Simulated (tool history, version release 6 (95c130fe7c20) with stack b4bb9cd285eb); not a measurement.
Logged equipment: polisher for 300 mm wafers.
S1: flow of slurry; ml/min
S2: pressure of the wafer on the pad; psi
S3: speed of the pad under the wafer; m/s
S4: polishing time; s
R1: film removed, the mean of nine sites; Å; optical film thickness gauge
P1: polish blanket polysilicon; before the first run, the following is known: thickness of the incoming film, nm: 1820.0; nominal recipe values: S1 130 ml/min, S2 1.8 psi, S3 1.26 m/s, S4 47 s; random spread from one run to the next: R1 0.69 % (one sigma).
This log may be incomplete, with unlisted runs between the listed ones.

{"run": 1, "hour": 16.4, "S1": 130, "S2": 1.8, "S3": 1.26, "S4": 47, "R1": 3434.1}
{"run": 2, "hour": 28.5, "S1": 130, "S2": 2.3, "S3": 1.26, "S4": 47, "R1": 4399.7}
{"run": 3, "hour": 44.4, "S1": 130, "S2": 1.8, "S3": 1.26, "S4": 47, "R1": 3507.1}
{"run": 4, "hour": 54.8, "S1": 80, "S2": 1.8, "S3": 1.26, "S4": 47, "R1": 3071.4}
{"run": 5, "hour": 67.8, "S1": 130, "S2": 1.8, "S3": 1.26, "S4": 47, "R1": 3457.4}
{"run": 6, "hour": 81.3, "S1": 130, "S2": 1.8, "S3": 1.26, "S4": 47, "R1": 3458.3}
{"run": 7, "hour": 94.3, "S1": 130, "S2": 1.8, "S3": 1.26, "S4": 70, "R1": 5133.2}
{"run": 8, "hour": 107.3, "S1": 130, "S2": 1.8, "S3": 1.26, "S4": 23, "R1": 1703.2}
{"run": 9, "hour": 121.9, "S1": 130, "S2": 1.4, "S3": 1.26, "S4": 47, "R1": 2707.8}
{"run": 10, "hour": 137.0, "S1": 130, "S2": 1.8, "S3": 1.26, "S4": 47, "R1": 3430.3}
{"run": 11, "hour": 147.5, "S1": 130, "S2": 1.8, "S3": 0.7, "S4": 47, "R1": 1934.7}
{"run": 12, "hour": 164.5, "S1": 130, "S2": 1.8, "S3": 1.8, "S4": 47, "R1": 4959.1}
{"run": 13, "hour": 176.6, "S1": 165, "S2": 1.8, "S3": 1.26, "S4": 47, "R1": 3569.6}
{"run": 14, "hour": 185.7, "S1": 130, "S2": 0.9, "S3": 1.82, "S4": 47, "R1": 2477.6}
{"run": 15, "hour": 197.6, "S1": 130, "S2": 1.8, "S3": 1.26, "S4": 47, "R1": 3479}
{"run": 16, "hour": 211.7, "S1": 130, "S2": 1.8, "S3": 1.26, "S4": 47, "R1": 3397.8}
{"run": 17, "hour": 229.9, "S1": 130, "S2": 1.8, "S3": 1.26, "S4": 47, "R1": 3290.1}
{"run": 18, "hour": 240.3, "S1": 130, "S2": 1.8, "S3": 1.26, "S4": 47, "R1": 3267.3}
{"run": 19, "hour": 252.6, "S1": 130, "S2": 1.8, "S3": 1.26, "S4": 47, "R1": 3247.5}
{"run": 20, "hour": 267.4, "S1": 130, "S2": 1.8, "S3": 1.26, "S4": 47, "R1": 3210.9}
{"hour": 276.1, "done": "worn pad replaced by a new one"}
{"run": 21, "hour": 281.9, "S1": 130, "S2": 1.8, "S3": 1.26, "S4": 47, "R1": 3172.8}
{"run": 22, "hour": 292.1, "S1": 130, "S2": 1.8, "S3": 1.26, "S4": 47, "R1": 3192.4}
{"run": 23, "hour": 300.7, "S1": 130, "S2": 1.8, "S3": 1.26, "S4": 47, "R1": 3182.5}
{"run": 24, "hour": 313.4, "S1": 130, "S2": 1.8, "S3": 1.26, "S4": 47, "R1": 3131.3}
{"run": 25, "hour": 323.7, "S1": 130, "S2": 1.8, "S3": 1.26, "S4": 47, "R1": 3172.7}
{"run": 26, "hour": 339.8, "S1": 130, "S2": 1.8, "S3": 1.26, "S4": 47, "R1": 3155.7}

What P1 gives has crept off from where it sat before. The 2 causes that follow fit the log equally well, each at the size noted:
A: head's pressure below its setpoint, % = 8.87
B: slurry flow missing at the pad, % = 32.5
The gradual shift began around hour 197.6.
Each remaining cause and why it is not a fit:
removal rate lost through wear of the pad, %: serviced at hour 276.1, after the change had begun; the process did not return to its earlier output

Which of the 4 check runs listed below, each an average over 2 wafers with its results shown as question marks, gives clearly different results under the different listed causes?
{"run": "check 1", "hour": 355.9, "S1": 90, "S2": 2.3, "S3": 1.26, "S4": 47, "R1": "?"}
{"run": "check 2", "hour": 355.9, "S1": 130, "S2": 2.1, "S3": 1.26, "S4": 30, "R1": "?"}
{"run": "check 3", "hour": 355.9, "S1": 130, "S2": 1.8, "S3": 1.52, "S4": 47, "R1": "?"}
{"run": "check 4", "hour": 355.9, "S1": 130, "S2": 1.8, "S3": 1.26, "S4": 56, "R1": "?"}

Outcome of each check run for each possible cause:
check=check_1 result=R1 if_A=3703.1 if_B=3576.2
check=check_2 result=R1 if_A=2351.8 if_B=2351.7
check=check_3 result=R1 if_A=3809.8 if_B=3809.6
check=check_4 result=R1 if_A=3762.8 if_B=3762.7
Smallest distance between any two causes, each pair judged by its most separating result, in per cent: check 1 3.49 %; check 2 0 %; check 3 0 %; check 4 0 %
Check 1 is the one run that separates the causes; every other check would come out nearly the same whichever cause is at work.

With check 1 done, the readings were: R1 3589.5 Å. Identify which of the listed causes applies.

Of the candidate causes, it is B: slurry flow missing at the pad, %.

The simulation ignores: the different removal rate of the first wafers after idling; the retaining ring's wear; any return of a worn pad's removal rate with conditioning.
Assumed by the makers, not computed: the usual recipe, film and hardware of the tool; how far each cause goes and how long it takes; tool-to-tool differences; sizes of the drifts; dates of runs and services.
